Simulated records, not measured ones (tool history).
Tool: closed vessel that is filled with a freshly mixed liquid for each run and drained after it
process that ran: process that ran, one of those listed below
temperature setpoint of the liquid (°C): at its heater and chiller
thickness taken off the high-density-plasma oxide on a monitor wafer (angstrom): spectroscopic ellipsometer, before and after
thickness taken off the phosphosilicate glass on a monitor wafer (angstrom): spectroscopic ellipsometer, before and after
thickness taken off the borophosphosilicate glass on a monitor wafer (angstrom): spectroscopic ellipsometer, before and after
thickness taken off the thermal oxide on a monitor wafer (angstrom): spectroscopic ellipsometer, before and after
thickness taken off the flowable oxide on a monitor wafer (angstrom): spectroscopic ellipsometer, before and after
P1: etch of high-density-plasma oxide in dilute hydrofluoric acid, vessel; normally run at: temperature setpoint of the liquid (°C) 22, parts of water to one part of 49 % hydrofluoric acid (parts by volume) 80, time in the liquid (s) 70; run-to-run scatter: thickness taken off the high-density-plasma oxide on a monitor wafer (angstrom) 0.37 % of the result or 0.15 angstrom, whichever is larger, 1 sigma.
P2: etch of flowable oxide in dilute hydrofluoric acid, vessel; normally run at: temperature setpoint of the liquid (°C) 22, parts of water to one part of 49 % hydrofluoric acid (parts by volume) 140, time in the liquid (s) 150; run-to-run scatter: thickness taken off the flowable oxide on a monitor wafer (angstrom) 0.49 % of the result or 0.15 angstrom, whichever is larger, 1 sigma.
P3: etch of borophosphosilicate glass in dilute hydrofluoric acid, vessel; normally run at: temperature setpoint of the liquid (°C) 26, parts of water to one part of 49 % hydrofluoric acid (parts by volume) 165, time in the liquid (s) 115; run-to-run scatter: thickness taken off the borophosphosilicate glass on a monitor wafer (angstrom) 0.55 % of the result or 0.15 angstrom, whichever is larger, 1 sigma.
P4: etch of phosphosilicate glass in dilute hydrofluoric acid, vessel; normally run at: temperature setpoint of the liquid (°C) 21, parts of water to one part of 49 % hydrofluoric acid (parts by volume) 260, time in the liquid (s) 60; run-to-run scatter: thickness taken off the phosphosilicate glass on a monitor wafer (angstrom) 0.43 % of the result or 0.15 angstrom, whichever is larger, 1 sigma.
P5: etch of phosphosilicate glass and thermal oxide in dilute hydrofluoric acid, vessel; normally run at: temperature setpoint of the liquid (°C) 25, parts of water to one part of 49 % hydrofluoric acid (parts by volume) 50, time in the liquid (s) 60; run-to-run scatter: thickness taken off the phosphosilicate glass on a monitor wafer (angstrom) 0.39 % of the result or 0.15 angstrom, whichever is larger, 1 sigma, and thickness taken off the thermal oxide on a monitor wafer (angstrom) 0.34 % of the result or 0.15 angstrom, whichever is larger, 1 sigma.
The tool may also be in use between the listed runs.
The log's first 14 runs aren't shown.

run     day  process that ran  temperature setpoint of the liquid (°C)  parts of water to one part of 49 % hydrofluoric acid (parts by volume)  time in the liquid (s)  hours since the thermometer was replaced  hours since the hydrofluoric acid flow meter was replaced  thickness taken off the high-density-plasma oxide on a monitor wafer (angstrom)  thickness taken off the phosphosilicate glass on a monitor wafer (angstrom)  thickness taken off the borophosphosilicate glass on a monitor wafer (angstrom)  thickness taken off the thermal oxide on a monitor wafer (angstrom)  thickness taken off the flowable oxide on a monitor wafer (angstrom)
 15   8.621                P5                                       25                                                                      50                      60                                     594.1                                                      644.5                                                                                                                                                         790.2                                                                                                                                                 62.06
 16   9.358                P1                                       22                                                                      80                      70                                     611.8                                                      662.2                                                                           69.245
 17   9.729                P1                                       22                                                                      80                      70                                     620.7                                                      671.1                                                                           69.281
 18    10.2                P4                                       21                                                                     260                      60                                       632                                                      682.4                                                                                                                                                        104.14
 19  10.871                P1                                       22                                                                      45                      70                                     648.1                                                      698.5                                                                           129.21
 20  11.575                P3                                       26                                                                     165                     115                                       665                                                      715.4                                                                                                                                                                                                                                         239.26
 21   12.35                P5                                       25                                                                      50                      60                                     683.6                                                        734                                                                                                                                                        785.95                                                                                                                                                62.086
 22  13.033                P1                                       22                                                                     125                      70                                       700                                                      750.4                                                                           42.035
 23  13.733                P3                                       26                                                                     165                      35                                     716.8                                                      767.2                                                                                                                                                                                                                                         72.997
 24  14.467                P2                                       22                                                                     140                      60                                     734.4                                                      784.8                                                                                                                                                                                                                                                                                                                                                                                     146.1
 25  14.929                P1                                       22                                                                      80                      70                                     745.5                                                      795.9                                                                           69.045
 26    15.4                P2                                       22                                                                     140                     150                                     756.8                                                      807.2                                                                                                                                                                                                                                                                                                                                                                                    362.36
 27   16.05                P1                                       17                                                                      35                      70                                     772.4                                                      822.8                                                                           134.59
 28  16.758                P1                                       26                                                                      50                      70                                     789.4                                                      839.8                                                                           135.18
 29  17.479                P2                                       22                                                                     140                     150                                     806.7                                                      857.1                                                                                                                                                                                                                                                                                                                                                                                    366.53
 30  17.879                P1                                       22                                                                      80                      30                                     816.3                                                      866.7                                                                           29.511
 31   18.65                P5                                       25                                                                      90                      60                                     834.8                                                      885.2                                                                                                                                                        415.93                                                                                                                                                32.293
 32  19.238                P2                                       17                                                                     140                     150                                     848.9                                                      899.3                                                                                                                                                                                                                                                                                                                                                                                    300.93
 33  19.904                P2                                       22                                                                      25                     150                                     864.9                                                      915.3                                                                                                                                                                                                                                                                                                                                                                                    2360.6
 34  20.333                P5                                       25                                                                      50                      30                                     875.2                                                      925.6                                                                                                                                                        391.46                                                                                                                                                30.946

Run 35 comes next. What will it give?
 35  20.912                P4                                       21                                                                     430                      60                                     889.1                                                      939.5                                                                                                                                                             ?

thickness taken off the phosphosilicate glass on a monitor wafer (angstrom): 54.123

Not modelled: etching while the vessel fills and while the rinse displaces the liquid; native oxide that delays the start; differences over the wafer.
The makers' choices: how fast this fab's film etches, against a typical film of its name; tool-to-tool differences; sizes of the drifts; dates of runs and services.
